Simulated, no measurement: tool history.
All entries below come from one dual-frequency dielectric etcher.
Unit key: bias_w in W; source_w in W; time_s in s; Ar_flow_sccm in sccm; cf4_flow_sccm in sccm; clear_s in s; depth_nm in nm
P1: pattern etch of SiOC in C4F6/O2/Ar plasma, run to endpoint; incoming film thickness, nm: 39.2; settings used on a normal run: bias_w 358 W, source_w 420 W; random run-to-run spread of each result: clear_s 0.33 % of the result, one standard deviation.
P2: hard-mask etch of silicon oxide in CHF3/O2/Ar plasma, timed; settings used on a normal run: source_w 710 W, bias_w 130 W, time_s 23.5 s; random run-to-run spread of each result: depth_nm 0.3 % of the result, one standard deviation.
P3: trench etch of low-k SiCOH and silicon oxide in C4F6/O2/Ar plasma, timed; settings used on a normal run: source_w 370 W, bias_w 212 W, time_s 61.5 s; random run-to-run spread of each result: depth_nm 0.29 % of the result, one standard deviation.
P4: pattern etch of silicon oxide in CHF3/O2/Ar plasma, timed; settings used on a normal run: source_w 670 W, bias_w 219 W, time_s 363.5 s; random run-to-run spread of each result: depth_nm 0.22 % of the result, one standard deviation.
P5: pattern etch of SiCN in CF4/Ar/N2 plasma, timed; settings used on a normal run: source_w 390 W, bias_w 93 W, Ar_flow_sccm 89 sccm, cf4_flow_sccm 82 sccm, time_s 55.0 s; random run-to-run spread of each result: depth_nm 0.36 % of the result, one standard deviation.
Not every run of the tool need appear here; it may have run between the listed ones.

| run | hour | process | bias_w | source_w | time_s | Ar_flow_sccm | cf4_flow_sccm | hours since the last wet clean | hours since the last bias power generator calibration | hours since the last source power generator calibration | clear_s | depth_nm |
|---|---|---|---|---|---|---|---|---|---|---|---|---|
| 1 | 14.9 | P1 | 358 | 420 |  |  |  | 202.8 | 1339.0 | 2656.7 | 14.026 |  |
| 2 | 32.0 | P3 | 212 | 500 | 61.5 |  |  | 219.9 | 1356.1 | 2673.8 |  | 225.070 |
| 3 | 47.0 | P1 | 358 | 420 |  |  |  | 234.9 | 1371.1 | 2688.8 | 14.091 |  |
| 4 | 57.9 | P2 | 130 | 710 | 14.0 |  |  | 245.8 | 1382.0 | 2699.7 |  | 26.166 |
| 5 | 66.2 | P1 | 358 | 420 |  |  |  | 254.1 | 1390.3 | 2708.0 | 14.097 |  |
| 6 | 77.7 | P1 | 358 | 420 |  |  |  | 265.6 | 1401.8 | 2719.5 | 14.141 |  |
| 7 | 90.6 | P5 | 93 | 390 | 55.0 | 89 | 101 | 278.5 | 1414.7 | 2732.4 |  | 47.960 |
| 8 | 105.4 | P4 | 219 | 670 | 363.5 |  |  | 293.3 | 1429.5 | 2747.2 |  | 806.560 |
| 9 | 116.3 | P2 | 130 | 870 | 23.5 |  |  | 304.2 | 1440.4 | 2758.1 |  | 47.375 |
| 10 | 130.1 | P2 | 130 | 710 | 23.5 |  |  | 318.0 | 1454.2 | 2771.9 |  | 43.820 |
| 11 | 145.1 | P5 | 93 | 230 | 55.0 | 89 | 82 | 333.0 | 1469.2 | 2786.9 |  | 29.349 |
| 12 | 157.4 | P4 | 219 | 470 | 363.5 |  |  | 345.3 | 1481.5 | 2799.2 |  | 704.120 |
| 13 | 173.6 | P3 | 212 | 370 | 61.5 |  |  | 361.5 | 1497.7 | 2815.4 |  | 200.290 |
| 14 | 181.7 | P1 | 358 | 420 |  |  |  | 369.6 | 1505.8 | 2823.5 | 14.084 |  |
| 15 | 192.5 | P3 | 163 | 370 | 61.5 |  |  | 380.4 | 1516.6 | 2834.3 |  | 184.760 |
| 16 | 203.2 | P5 | 93 | 390 | 55.0 | 89 | 82 | 391.1 | 1527.3 | 2845.0 |  | 46.516 |
| 17 | 219.0 | P1 | 358 | 420 |  |  |  | 406.9 | 1543.1 | 2860.8 | 14.101 |  |
| 18 | 228.2 | P1 | 358 | 310 |  |  |  | 416.1 | 1552.3 | 2870.0 | 15.857 |  |
| 19 | 241.8 | P5 | 76 | 390 | 55.0 | 89 | 82 | 429.7 | 1565.9 | 2883.6 |  | 43.381 |
| 20 | 250.3 | P1 | 493 | 420 |  |  |  | 438.2 | 1574.4 | 2892.1 | 12.613 |  |
| 21 | 261.8 | P5 | 93 | 390 | 55.0 | 125 | 82 | 449.7 | 1585.9 | 2903.6 |  | 44.535 |
|  | 269.6 | wet clean of the chamber |
| 22 | 275.8 | P1 | 242 | 420 |  |  |  | 6.2 | 1599.9 | 2917.6 | 16.182 |  |

For run 23, what comes out?
| 23 | 287.3 | P1 | 221 | 540 |  |  |  | 17.7 | 1611.4 | 2929.1 | ? |  |

{"run 23": {"clear_s": 15.099}}
